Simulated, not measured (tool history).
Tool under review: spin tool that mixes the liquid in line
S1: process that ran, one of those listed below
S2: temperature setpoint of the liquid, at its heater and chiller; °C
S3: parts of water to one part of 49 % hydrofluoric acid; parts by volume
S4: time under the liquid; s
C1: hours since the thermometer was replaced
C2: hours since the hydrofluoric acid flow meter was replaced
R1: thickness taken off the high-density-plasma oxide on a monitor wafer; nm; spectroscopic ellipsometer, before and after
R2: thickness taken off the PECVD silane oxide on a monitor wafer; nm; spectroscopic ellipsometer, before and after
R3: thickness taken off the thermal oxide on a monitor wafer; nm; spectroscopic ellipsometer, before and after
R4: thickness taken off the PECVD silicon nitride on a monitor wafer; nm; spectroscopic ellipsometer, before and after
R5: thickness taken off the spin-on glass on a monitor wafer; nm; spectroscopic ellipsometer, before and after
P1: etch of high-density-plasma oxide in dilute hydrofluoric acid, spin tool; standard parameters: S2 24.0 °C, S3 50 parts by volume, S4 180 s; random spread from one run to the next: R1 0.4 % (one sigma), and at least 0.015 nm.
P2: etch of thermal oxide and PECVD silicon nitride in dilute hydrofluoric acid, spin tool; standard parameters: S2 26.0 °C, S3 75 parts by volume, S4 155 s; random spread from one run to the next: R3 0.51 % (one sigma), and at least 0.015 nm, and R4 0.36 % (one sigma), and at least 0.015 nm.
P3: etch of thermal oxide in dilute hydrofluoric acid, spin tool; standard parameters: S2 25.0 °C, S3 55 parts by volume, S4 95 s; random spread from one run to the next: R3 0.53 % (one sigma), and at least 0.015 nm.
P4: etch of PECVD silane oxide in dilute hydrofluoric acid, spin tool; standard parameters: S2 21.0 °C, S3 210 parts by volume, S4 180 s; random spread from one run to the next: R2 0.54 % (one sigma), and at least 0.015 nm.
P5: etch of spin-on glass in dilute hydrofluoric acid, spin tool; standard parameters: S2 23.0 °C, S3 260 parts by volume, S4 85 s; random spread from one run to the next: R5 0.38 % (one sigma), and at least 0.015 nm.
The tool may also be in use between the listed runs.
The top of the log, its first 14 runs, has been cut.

{"run": 15, "hour": 190.9, "S1": "P2", "S2": 34.0, "S3": 75, "S4": 155, "C1": 444.6, "C2": 1135.3, "R3": 15.216, "R4": 11.12}
{"run": 16, "hour": 206.1, "S1": "P1", "S2": 19.5, "S3": 50, "S4": 180, "C1": 459.8, "C2": 1150.5, "R1": 16.393}
{"run": 17, "hour": 218.3, "S1": "P1", "S2": 24.0, "S3": 90, "S4": 180, "C1": 472.0, "C2": 1162.7, "R1": 10.416}
{"run": 18, "hour": 233.4, "S1": "P1", "S2": 31.0, "S3": 50, "S4": 180, "C1": 487.1, "C2": 1177.8, "R1": 26.136}
{"run": 19, "hour": 245.5, "S1": "P1", "S2": 24.0, "S3": 20, "S4": 35, "C1": 499.2, "C2": 1189.9, "R1": 10.076}
{"run": 20, "hour": 260.8, "S1": "P1", "S2": 24.0, "S3": 50, "S4": 180, "C1": 514.5, "C2": 1205.2, "R1": 19.703}
{"run": 21, "hour": 277.1, "S1": "P5", "S2": 23.0, "S3": 260, "S4": 85, "C1": 530.8, "C2": 1221.5, "R5": 8.8277}
{"run": 22, "hour": 290.8, "S1": "P2", "S2": 26.0, "S3": 75, "S4": 155, "C1": 544.5, "C2": 1235.2, "R3": 11.103, "R4": 6.7145}
{"run": 23, "hour": 306.7, "S1": "P3", "S2": 25.0, "S3": 20, "S4": 95, "C1": 560.4, "C2": 1251.1, "R3": 24.946}
{"run": 24, "hour": 315.8, "S1": "P3", "S2": 25.0, "S3": 55, "S4": 95, "C1": 569.5, "C2": 1260.2, "R3": 8.6723}
{"run": 25, "hour": 326.0, "S1": "P5", "S2": 28.0, "S3": 260, "S4": 85, "C1": 579.7, "C2": 1270.4, "R5": 10.468}
{"run": 26, "hour": 341.0, "S1": "P1", "S2": 24.0, "S3": 50, "S4": 180, "C1": 594.7, "C2": 1285.4, "R1": 19.879}
{"run": 27, "hour": 353.1, "S1": "P1", "S2": 24.0, "S3": 20, "S4": 180, "C1": 606.8, "C2": 1297.5, "R1": 51.142}
{"run": 28, "hour": 360.6, "S1": "P3", "S2": 25.0, "S3": 55, "S4": 180, "C1": 614.3, "C2": 1305.0, "R3": 16.468}
{"run": 29, "hour": 377.1, "S1": "P1", "S2": 24.0, "S3": 50, "S4": 180, "C1": 630.8, "C2": 1321.5, "R1": 19.787}
{"run": 30, "hour": 393.5, "S1": "P1", "S2": 24.0, "S3": 50, "S4": 180, "C1": 647.2, "C2": 1337.9, "R1": 19.742}
{"run": 31, "hour": 405.6, "S1": "P1", "S2": 24.0, "S3": 50, "S4": 180, "C1": 659.3, "C2": 1350.0, "R1": 19.879}
{"run": 32, "hour": 418.5, "S1": "P1", "S2": 24.0, "S3": 50, "S4": 180, "C1": 672.2, "C2": 1362.9, "R1": 20.194}
{"run": 33, "hour": 432.8, "S1": "P1", "S2": 24.0, "S3": 50, "S4": 180, "C1": 686.5, "C2": 1377.2, "R1": 20.556}
{"run": 34, "hour": 443.9, "S1": "P1", "S2": 24.0, "S3": 50, "S4": 180, "C1": 697.6, "C2": 1388.3, "R1": 20.641}
{"run": 35, "hour": 460.0, "S1": "P1", "S2": 24.0, "S3": 50, "S4": 180, "C1": 713.7, "C2": 1404.4, "R1": 20.687}
{"run": 36, "hour": 475.7, "S1": "P1", "S2": 24.0, "S3": 50, "S4": 180, "C1": 729.4, "C2": 1420.1, "R1": 20.892}
{"run": 37, "hour": 487.0, "S1": "P1", "S2": 24.0, "S3": 50, "S4": 180, "C1": 740.7, "C2": 1431.4, "R1": 20.942}
{"run": 38, "hour": 497.5, "S1": "P1", "S2": 24.0, "S3": 50, "S4": 180, "C1": 751.2, "C2": 1441.9, "R1": 20.983}
{"run": 39, "hour": 510.5, "S1": "P1", "S2": 24.0, "S3": 50, "S4": 180, "C1": 764.2, "C2": 1454.9, "R1": 21.017}

Expected results for the next run?
{"run": 40, "hour": 518.6, "S1": "P1", "S2": 24.0, "S3": 50, "S4": 180, "C1": 772.3, "C2": 1463.0, "R1": "?"}

Run 40 produced R1 20.9730 nm.
